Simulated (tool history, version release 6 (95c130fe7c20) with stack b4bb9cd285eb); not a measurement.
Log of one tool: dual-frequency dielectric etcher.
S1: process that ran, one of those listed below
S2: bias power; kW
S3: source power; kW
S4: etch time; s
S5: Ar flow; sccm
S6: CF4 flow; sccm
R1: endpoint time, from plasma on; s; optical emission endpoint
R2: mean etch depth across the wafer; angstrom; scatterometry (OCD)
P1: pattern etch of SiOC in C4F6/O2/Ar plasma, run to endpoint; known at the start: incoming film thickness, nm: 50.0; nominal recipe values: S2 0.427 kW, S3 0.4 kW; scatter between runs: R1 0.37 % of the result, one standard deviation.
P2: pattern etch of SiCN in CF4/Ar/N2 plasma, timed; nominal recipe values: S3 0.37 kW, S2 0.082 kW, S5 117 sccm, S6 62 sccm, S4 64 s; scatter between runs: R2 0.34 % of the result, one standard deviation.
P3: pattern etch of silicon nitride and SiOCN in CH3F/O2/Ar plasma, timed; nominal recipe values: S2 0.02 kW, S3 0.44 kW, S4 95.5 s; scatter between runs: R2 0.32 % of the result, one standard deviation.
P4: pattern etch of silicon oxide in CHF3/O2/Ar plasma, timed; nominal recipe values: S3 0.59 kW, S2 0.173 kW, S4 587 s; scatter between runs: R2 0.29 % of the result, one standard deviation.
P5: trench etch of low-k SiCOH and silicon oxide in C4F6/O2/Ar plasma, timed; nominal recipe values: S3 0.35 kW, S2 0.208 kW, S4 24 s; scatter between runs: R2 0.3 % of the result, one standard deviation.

Run 1, hour 9.2: S1 P1, S2 0.427 kW, S3 0.4 kW. Result: R1 17.291 s.
Run 2, hour 19: S1 P1, S2 0.427 kW, S3 0.4 kW. Result: R1 17.346 s.
Run 3, hour 24.5: S1 P1, S2 0.54 kW, S3 0.4 kW. Result: R1 15.854 s.
Run 4, hour 33.8: S1 P5, S2 0.208 kW, S3 0.35 kW, S4 13 s. Result: R2 412.07 angstrom.
Run 5, hour 41.3: S1 P3, S2 0.02 kW, S3 0.44 kW, S4 95.5 s. Result: R2 128.42 angstrom.
Run 6, hour 51.6: S1 P5, S2 0.208 kW, S3 0.47 kW, S4 24 s. Result: R2 851.46 angstrom.
Run 7, hour 58.1: S1 P2, S2 0.082 kW, S3 0.37 kW, S4 44.5 s, S5 117 sccm, S6 62 sccm. Result: R2 327.3 angstrom.
Run 8, hour 65.4: S1 P1, S2 0.427 kW, S3 0.4 kW. Result: R1 17.2 s.
Run 9, hour 72.8: S1 P5, S2 0.208 kW, S3 0.35 kW, S4 24 s. Result: R2 757.37 angstrom.
Run 10, hour 78.2: S1 P2, S2 0.082 kW, S3 0.37 kW, S4 64 s, S5 117 sccm, S6 62 sccm. Result: R2 469.34 angstrom.
Run 11, hour 86.5: S1 P1, S2 0.332 kW, S3 0.54 kW. Result: R1 16.933 s.
Run 12, hour 91.9: S1 P4, S2 0.173 kW, S3 0.41 kW, S4 587 s. Result: R2 9558.6 angstrom.
Run 13, hour 99: S1 P3, S2 0.028 kW, S3 0.44 kW, S4 95.5 s. Result: R2 149.39 angstrom.
Run 14, hour 108.4: S1 P1, S2 0.427 kW, S3 0.56 kW. Result: R1 15.335 s.
Run 15, hour 113.6: S1 P2, S2 0.053 kW, S3 0.37 kW, S4 64 s, S5 117 sccm, S6 62 sccm. Result: R2 400.49 angstrom.
Run 16, hour 118.5: S1 P1, S2 0.427 kW, S3 0.31 kW. Result: R1 19.06 s.
Run 17, hour 128.8: S1 P5, S2 0.208 kW, S3 0.35 kW, S4 24 s. Result: R2 761.12 angstrom.
Run 18, hour 140: S1 P1, S2 0.337 kW, S3 0.54 kW. Result: R1 16.806 s.
Run 19, hour 148.9: S1 P1, S2 0.427 kW, S3 0.4 kW. Result: R1 17.407 s.
Run 20, hour 159.6: S1 P1, S2 0.306 kW, S3 0.4 kW. Result: R1 19.413 s.
At hour 159.8: bias power generator calibrated.
Run 21, hour 170.4: S1 P3, S2 0.02 kW, S3 0.44 kW, S4 122.5 s. Result: R2 163.75 angstrom.
Run 22, hour 177.2: S1 P2, S2 0.082 kW, S3 0.27 kW, S4 64 s, S5 117 sccm, S6 62 sccm. Result: R2 358.09 angstrom.
Run 23, hour 183.2: S1 P1, S2 0.427 kW, S3 0.4 kW. Result: R1 17.245 s.
Run 24, hour 193.2: S1 P3, S2 0.02 kW, S3 0.27 kW, S4 95.5 s. Result: R2 108.73 angstrom.
Run 25, hour 200.6: S1 P2, S2 0.082 kW, S3 0.37 kW, S4 64 s, S5 74 sccm, S6 62 sccm. Result: R2 500.17 angstrom.
Run 26, hour 206.6: S1 P4, S2 0.173 kW, S3 0.59 kW, S4 377.5 s. Result: R2 7087.1 angstrom.
Run 27, hour 212.5: S1 P4, S2 0.173 kW, S3 0.59 kW, S4 587 s. Result: R2 10989 angstrom.
Run 28, hour 218.7: S1 P5, S2 0.277 kW, S3 0.35 kW, S4 24 s. Result: R2 831.95 angstrom.
Run 29, hour 223.6: S1 P1, S2 0.427 kW, S3 0.4 kW. Result: R1 17.227 s.
Run 30, hour 229.7: S1 P2, S2 0.082 kW, S3 0.37 kW, S4 64 s, S5 117 sccm, S6 82 sccm. Result: R2 489.03 angstrom.
Run 31, hour 237.3: S1 P4, S2 0.241 kW, S3 0.59 kW, S4 587 s. Result: R2 12285 angstrom.
Run 32, hour 247: S1 P1, S2 0.427 kW, S3 0.4 kW. Result: R1 17.342 s.
Run 33, hour 253.9: S1 P1, S2 0.427 kW, S3 0.4 kW. Result: R1 17.425 s.
Run 34, hour 259.8: S1 P1, S2 0.427 kW, S3 0.4 kW. Result: R1 17.473 s.
Run 35, hour 264.8: S1 P1, S2 0.427 kW, S3 0.4 kW. Result: R1 17.469 s.
Run 36, hour 270.3: S1 P1, S2 0.427 kW, S3 0.4 kW. Result: R1 17.592 s.
Run 37, hour 281.1: S1 P1, S2 0.427 kW, S3 0.4 kW. Result: R1 17.601 s.
At hour 288.1: wet clean of the chamber.
Run 38, hour 291.1: S1 P1, S2 0.427 kW, S3 0.4 kW. Result: R1 17.543 s.
Run 39, hour 298.5: S1 P1, S2 0.427 kW, S3 0.4 kW. Result: R1 17.549 s.
Run 40, hour 304.8: S1 P1, S2 0.427 kW, S3 0.4 kW. Result: R1 17.741 s.
Run 41, hour 314.1: S1 P1, S2 0.427 kW, S3 0.4 kW. Result: R1 17.719 s.
Run 42, hour 320.5: S1 P1, S2 0.427 kW, S3 0.4 kW. Result: R1 17.669 s.

Something has made what P1 gives creep away from where it was; the 2 causes below, each at its own stated size, fit the log equally well:
A: bias power that arrives under what is set, % = 4.89
B: source power that arrives under what is set, % = 4.79
The onset of the drift is placed at about hour 247.
Other possible causes, and why each is ruled out:
chamber walls in a state that lowers the etch rate, %: serviced at hour 288.1, which brought nothing back

Listed below are the offered check runs, one wafer per run, with question marks in place of results. For which of them would the causes give clearly different outcomes?
Run check 1, hour 326.9: S1 P3, S2 0.025 kW, S3 0.28 kW, S4 95.5 s. Result: R2 ?.
Run check 2, hour 326.9: S1 P4, S2 0.21 kW, S3 0.59 kW, S4 587 s. Result: R2 ?.
Run check 3, hour 326.9: S1 P5, S2 0.208 kW, S3 0.35 kW, S4 13 s. Result: R2 ?.
Run check 4, hour 326.9: S1 P2, S2 0.059 kW, S3 0.37 kW, S4 64 s, S5 92 sccm, S6 62 sccm. Result: R2 ?.

What every check run would give for each of its results, assuming each possible cause in turn:
  check  result    if A    if B
check 1      R2   118.5  119.28
check 2      R2   11541   11526
check 3      R2  404.67  403.66
check 4      R2  425.64  414.59
Per-check spread between the two closest causes, in the result where they differ most: check 1 0.66 %; check 2 0.13 %; check 3 0.25 %; check 4 2.63 %
Only in check 4 would the causes give clearly different results; in the remaining checks their results would be nearly the same.

With check 4 done, the readings were: R2 424.65 angstrom. Identify which of the listed causes applies.

A is the cause: bias power that arrives under what is set, %.

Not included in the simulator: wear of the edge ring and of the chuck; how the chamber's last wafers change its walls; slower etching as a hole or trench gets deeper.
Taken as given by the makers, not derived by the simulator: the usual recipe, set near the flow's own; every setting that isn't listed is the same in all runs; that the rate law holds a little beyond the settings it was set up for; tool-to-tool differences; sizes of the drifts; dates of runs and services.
